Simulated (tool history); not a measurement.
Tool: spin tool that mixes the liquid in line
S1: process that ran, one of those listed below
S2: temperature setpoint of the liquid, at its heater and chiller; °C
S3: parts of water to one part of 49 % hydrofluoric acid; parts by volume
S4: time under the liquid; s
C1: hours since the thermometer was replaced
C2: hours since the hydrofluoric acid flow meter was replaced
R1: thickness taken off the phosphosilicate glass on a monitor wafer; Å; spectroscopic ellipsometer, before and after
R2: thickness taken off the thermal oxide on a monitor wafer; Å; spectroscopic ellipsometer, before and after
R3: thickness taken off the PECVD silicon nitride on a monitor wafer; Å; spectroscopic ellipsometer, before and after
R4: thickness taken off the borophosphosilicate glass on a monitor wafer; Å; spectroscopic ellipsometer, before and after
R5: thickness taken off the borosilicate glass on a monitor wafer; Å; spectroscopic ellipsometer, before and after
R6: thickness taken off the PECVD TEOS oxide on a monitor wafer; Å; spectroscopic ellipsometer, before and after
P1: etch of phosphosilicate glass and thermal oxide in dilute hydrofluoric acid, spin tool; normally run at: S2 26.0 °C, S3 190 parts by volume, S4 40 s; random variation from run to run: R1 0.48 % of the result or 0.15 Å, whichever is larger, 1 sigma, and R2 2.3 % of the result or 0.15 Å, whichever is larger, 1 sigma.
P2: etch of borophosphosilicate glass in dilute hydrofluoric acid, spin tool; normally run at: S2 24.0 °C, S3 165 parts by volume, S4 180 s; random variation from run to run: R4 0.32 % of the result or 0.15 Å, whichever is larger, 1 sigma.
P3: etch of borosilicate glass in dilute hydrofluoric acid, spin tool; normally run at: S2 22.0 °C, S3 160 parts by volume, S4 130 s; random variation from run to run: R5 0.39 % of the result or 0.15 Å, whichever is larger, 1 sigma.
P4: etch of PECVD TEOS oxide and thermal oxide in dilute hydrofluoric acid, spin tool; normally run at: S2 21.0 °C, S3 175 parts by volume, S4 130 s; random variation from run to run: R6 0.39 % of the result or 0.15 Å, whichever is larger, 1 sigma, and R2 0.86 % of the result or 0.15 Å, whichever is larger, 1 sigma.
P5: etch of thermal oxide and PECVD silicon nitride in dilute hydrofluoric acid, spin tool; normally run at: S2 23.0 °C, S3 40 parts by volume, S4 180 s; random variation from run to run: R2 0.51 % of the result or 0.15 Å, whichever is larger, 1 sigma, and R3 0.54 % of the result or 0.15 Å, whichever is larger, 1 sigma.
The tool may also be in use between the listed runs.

run     day  S1    S2   S3   S4     C1      C2       R1        R2       R3       R4      R5       R6
  1   0.588  P1  26.0  190   40  208.0  1158.4  117.860   10.2380
  2   1.092  P5  17.5   40  180  220.1  1170.5           169.8500   51.665
  3   1.662  P2  24.0  165   95  233.8  1184.2                               170.13
  4   2.258  P1  26.0  190   40  248.1  1198.5  119.060   10.4390
  5   2.688  P1  26.0  190   15  258.4  1208.8   44.314    3.9662
  6   3.008  P2  24.0  165  180  266.1  1216.5                               321.12
  7   3.271  P2  24.0   50  180  272.4  1222.8                              1215.80
  8   3.592  P1  26.0  315   40  280.1  1230.5   62.420    5.6950
  9   4.088  P5  23.0   40   65  292.0  1242.4            76.7470   27.478
 10   4.679  P1  26.0  190   40  306.2  1256.6  118.640   10.5490
 11   5.208  P3  17.0  160  130  318.9  1269.3                                       261.47
 12   5.633  P3  22.0  230  130  329.1  1279.5                                       205.64
 13   6.083  P3  22.0  160  130  339.9  1290.3                                       317.67
 14   6.429  P1  26.0   75   40  348.2  1298.6  344.200   30.7860
 15   6.779  P1  21.5  190   40  356.6  1307.0   99.141    8.7627
 16   7.329  P1  32.0  190   15  369.8  1320.2   55.036    4.7876
 17   7.912  P1  20.0  190   70  383.8  1334.2  165.120   14.0990
 18   8.496  P1  26.0  190   40  397.8  1348.2  117.950   10.7550
 19   8.917  P5  23.0   20  180  407.9  1358.3           436.0400  146.450
 20   9.217  P1  26.0  190   40  415.1  1365.5  118.110   10.3710
 21   9.508  P2  24.0  165  180  422.1  1372.5                               321.11
 22   9.950  P5  23.0   40  180  432.7  1383.1           212.7800   75.714
 23  10.362  P4  21.0  175  130  442.6  1393.0            29.7690                             63.566
 24  10.779  P4  17.0  175  130  452.6  1403.0            25.6780                             54.407
 25  11.375  P2  28.5  165  180  466.9  1417.3                               378.41
 26  11.717  P1  26.0  190   60  475.1  1425.5  176.620   15.7890
 27  12.038  P5  23.0   40  180  482.8  1433.2           214.5000   75.478
 28  12.392  P4  21.0  175   35  491.3  1441.7             8.2117                             16.943
 29  12.983  P1  26.0   95   60  505.5  1455.9  396.700   33.6870
 30  13.246  P1  32.0  190   40  511.8  1462.2  144.610   12.0950
 31  13.525  P3  22.0  160  245  518.5  1468.9                                       601.41
 32  13.921  P1  26.0  190   40  528.0  1478.4  118.420   10.6110
 33  14.479  P4  21.0   50  130  541.4  1491.8           120.4300                            255.390
 34  15.067  P1  26.0  190   40  555.5  1505.9  117.570   10.3580
 35  15.417  P1  26.0  190   40  563.9  1514.3  115.840    9.7911
 36  15.908  P1  26.0  190   40  575.7  1526.1  112.660    9.7033
 37  16.308  P1  26.0  190   40  585.3  1535.7  110.660    9.4232
 38  16.592  P1  26.0  190   40  592.1  1542.5  110.370    9.5296
 39  17.025  P1  26.0  190   40  602.5  1552.9  108.030    9.3231
 40  17.346  P1  26.0  190   40  610.2  1560.6  109.220    9.6580
 41  17.758  P1  26.0  190   40  620.1  1570.5  107.170    9.4807
 42  18.325  P1  26.0  190   40  633.7  1584.1  108.300    9.4474
 43  18.912  P1  26.0  190   40  647.8  1598.2  107.970    9.2829

What P1 gives has crept away from where it was. These 2 causes fit the log equally well, each at the size given:
A: liquid colder than its thermometer reads (K) = 2.39
B: hydrofluoric acid flow below the setpoint (%) = 6.94
The creep began at about day 15.067.

4 check runs are offered, one wafer each, their results left as question marks. Which one tells the causes apart?
check 1  19.500  P2  24.0  165  180                       ?
check 2  19.500  P3  22.0  160  130                           ?
check 3  19.500  P4  21.0  175  130               ?               ?
check 4  19.500  P5  23.0   40  180               ?   ?

What each check would give under each cause:
  check  result      if A      if B
check 1      R4    292.86    294.62
check 2      R5    290.31    292.97
check 3      R2   27.3770   27.6130
check 3      R6    57.925    58.423
check 4      R2  193.2900  198.2100
check 4      R3    64.212    70.586
How far apart the two closest causes lie, in the result that separates them most: check 1 0.6 %; check 2 0.91 %; check 3 0.86 %; check 4 9.46 %
Check 4 tells the causes apart: in the others they would give nearly the same result.

Check 4 was then run and gave: R2 200.3600 Å; R3 70.943 Å. Which cause is it?

It is B: hydrofluoric acid flow below the setpoint (%).
